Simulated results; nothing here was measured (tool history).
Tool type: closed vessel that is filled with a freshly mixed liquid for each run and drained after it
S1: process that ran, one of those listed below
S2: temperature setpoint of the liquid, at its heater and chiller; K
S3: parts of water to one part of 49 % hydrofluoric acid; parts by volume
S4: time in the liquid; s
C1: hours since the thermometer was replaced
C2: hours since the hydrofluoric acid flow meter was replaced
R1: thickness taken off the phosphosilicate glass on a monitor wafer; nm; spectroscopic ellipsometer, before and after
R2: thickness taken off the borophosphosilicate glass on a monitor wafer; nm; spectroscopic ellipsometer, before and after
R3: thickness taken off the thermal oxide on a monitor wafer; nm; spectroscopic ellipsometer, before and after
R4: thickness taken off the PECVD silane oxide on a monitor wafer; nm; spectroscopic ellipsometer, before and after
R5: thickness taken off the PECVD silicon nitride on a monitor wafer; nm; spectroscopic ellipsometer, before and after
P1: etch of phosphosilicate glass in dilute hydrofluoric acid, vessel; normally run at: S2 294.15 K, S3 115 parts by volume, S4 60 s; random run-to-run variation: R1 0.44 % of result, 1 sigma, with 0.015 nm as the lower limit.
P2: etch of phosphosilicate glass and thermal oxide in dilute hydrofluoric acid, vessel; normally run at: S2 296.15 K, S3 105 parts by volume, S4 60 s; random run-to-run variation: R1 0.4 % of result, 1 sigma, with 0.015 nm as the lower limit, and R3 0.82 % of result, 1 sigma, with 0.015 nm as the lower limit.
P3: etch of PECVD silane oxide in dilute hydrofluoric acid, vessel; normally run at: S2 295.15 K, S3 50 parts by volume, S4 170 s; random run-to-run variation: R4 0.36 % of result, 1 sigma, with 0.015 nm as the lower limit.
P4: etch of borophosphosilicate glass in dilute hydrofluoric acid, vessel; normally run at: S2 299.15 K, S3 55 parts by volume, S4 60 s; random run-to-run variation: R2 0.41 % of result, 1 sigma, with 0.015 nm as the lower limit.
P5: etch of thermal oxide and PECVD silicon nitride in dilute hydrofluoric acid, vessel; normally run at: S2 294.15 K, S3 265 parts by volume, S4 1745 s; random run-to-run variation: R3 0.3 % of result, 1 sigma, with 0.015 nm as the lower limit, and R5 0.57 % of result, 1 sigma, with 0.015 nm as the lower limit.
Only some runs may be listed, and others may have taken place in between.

{"run": 1, "hour": 11.8, "S1": "P1", "S2": 294.15, "S3": 115, "S4": 60, "C1": 868.9, "C2": 949.3, "R1": 49.648}
{"run": 2, "hour": 22.5, "S1": "P1", "S2": 294.15, "S3": 115, "S4": 60, "C1": 879.6, "C2": 960.0, "R1": 50.056}
{"run": 3, "hour": 29.8, "S1": "P4", "S2": 299.15, "S3": 55, "S4": 60, "C1": 886.9, "C2": 967.3, "R2": 38.396}
{"run": 4, "hour": 36.8, "S1": "P2", "S2": 296.15, "S3": 150, "S4": 60, "C1": 893.9, "C2": 974.3, "R1": 43.408, "R3": 1.6366}
{"run": 5, "hour": 48.2, "S1": "P3", "S2": 295.15, "S3": 50, "S4": 170, "C1": 905.3, "C2": 985.7, "R4": 49.977}
{"run": 6, "hour": 58.6, "S1": "P1", "S2": 294.15, "S3": 115, "S4": 30, "C1": 915.7, "C2": 996.1, "R1": 24.763}
{"run": 7, "hour": 66.5, "S1": "P1", "S2": 301.15, "S3": 170, "S4": 60, "C1": 923.6, "C2": 1004.0, "R1": 41.242}
{"run": 8, "hour": 74.2, "S1": "P4", "S2": 299.15, "S3": 20, "S4": 60, "C1": 931.3, "C2": 1011.7, "R2": 110.25}
{"run": 9, "hour": 84.0, "S1": "P1", "S2": 294.15, "S3": 115, "S4": 60, "C1": 941.1, "C2": 1021.5, "R1": 49.568}
{"run": 10, "hour": 92.4, "S1": "P4", "S2": 299.15, "S3": 55, "S4": 90, "C1": 949.5, "C2": 1029.9, "R2": 57.599}
{"run": 11, "hour": 99.5, "S1": "P1", "S2": 294.15, "S3": 115, "S4": 60, "C1": 956.6, "C2": 1037.0, "R1": 49.861}
{"run": 12, "hour": 111.3, "S1": "P1", "S2": 294.15, "S3": 115, "S4": 60, "C1": 968.4, "C2": 1048.8, "R1": 49.599}
{"run": 13, "hour": 120.5, "S1": "P5", "S2": 294.15, "S3": 265, "S4": 1745, "C1": 977.6, "C2": 1058.0, "R3": 23.008, "R5": 17.971}
{"run": 14, "hour": 128.5, "S1": "P1", "S2": 299.15, "S3": 65, "S4": 60, "C1": 985.6, "C2": 1066.0, "R1": 114.49}
{"run": 15, "hour": 141.3, "S1": "P1", "S2": 299.65, "S3": 115, "S4": 60, "C1": 998.4, "C2": 1078.8, "R1": 61.496}
{"run": 16, "hour": 150.6, "S1": "P1", "S2": 294.15, "S3": 115, "S4": 120, "C1": 1007.7, "C2": 1088.1, "R1": 99.55}
{"run": 17, "hour": 159.9, "S1": "P1", "S2": 294.15, "S3": 115, "S4": 60, "C1": 1017.0, "C2": 1097.4, "R1": 49.632}
{"run": 18, "hour": 167.5, "S1": "P1", "S2": 294.15, "S3": 40, "S4": 60, "C1": 1024.6, "C2": 1105.0, "R1": 157.36}
{"run": 19, "hour": 174.2, "S1": "P5", "S2": 294.15, "S3": 265, "S4": 205, "C1": 1031.3, "C2": 1111.7, "R3": 2.6932, "R5": 2.1129}
{"run": 20, "hour": 181.8, "S1": "P2", "S2": 296.15, "S3": 105, "S4": 60, "C1": 1038.9, "C2": 1119.3, "R1": 65.047, "R3": 2.4523}
{"run": 21, "hour": 191.7, "S1": "P3", "S2": 295.15, "S3": 80, "S4": 170, "C1": 1048.8, "C2": 1129.2, "R4": 30.082}
{"run": 22, "hour": 202.7, "S1": "P5", "S2": 299.65, "S3": 265, "S4": 1745, "C1": 1059.8, "C2": 1140.2, "R3": 27.783, "R5": 25.622}
{"run": 23, "hour": 208.4, "S1": "P2", "S2": 296.15, "S3": 105, "S4": 35, "C1": 1065.5, "C2": 1145.9, "R1": 37.835, "R3": 1.4607}
{"run": 24, "hour": 216.9, "S1": "P1", "S2": 290.15, "S3": 115, "S4": 60, "C1": 1074.0, "C2": 1154.4, "R1": 42.198}
{"run": 25, "hour": 225.9, "S1": "P1", "S2": 294.15, "S3": 115, "S4": 60, "C1": 1083.0, "C2": 1163.4, "R1": 49.882}
{"run": 26, "hour": 235.5, "S1": "P1", "S2": 294.15, "S3": 185, "S4": 30, "C1": 1092.6, "C2": 1173.0, "R1": 14.44}
{"run": 27, "hour": 242.8, "S1": "P3", "S2": 295.15, "S3": 50, "S4": 170, "C1": 1099.9, "C2": 1180.3, "R4": 50.118}
{"run": 28, "hour": 252.3, "S1": "P5", "S2": 294.15, "S3": 265, "S4": 1745, "C1": 1109.4, "C2": 1189.8, "R3": 22.759, "R5": 17.883}
{"run": 29, "hour": 260.0, "S1": "P3", "S2": 295.15, "S3": 50, "S4": 245, "C1": 1117.1, "C2": 1197.5, "R4": 72.26}
{"run": 30, "hour": 270.1, "S1": "P1", "S2": 294.15, "S3": 205, "S4": 60, "C1": 1127.2, "C2": 1207.6, "R1": 25.595}
{"run": 31, "hour": 282.8, "S1": "P3", "S2": 291.15, "S3": 50, "S4": 170, "C1": 1139.9, "C2": 1220.3, "R4": 42.246}
{"run": 32, "hour": 290.6, "S1": "P2", "S2": 300.65, "S3": 105, "S4": 60, "C1": 1147.7, "C2": 1228.1, "R1": 77.642, "R3": 2.9708}

Run 33 is up next; what results do you expect?
{"run": 33, "hour": 301.3, "S1": "P5", "S2": 294.15, "S3": 165, "S4": 1745, "C1": 1158.4, "C2": 1238.8, "R3": "?", "R5": "?"}

Run 33 measured R3 40.5170 nm, R5 28.9130 nm.
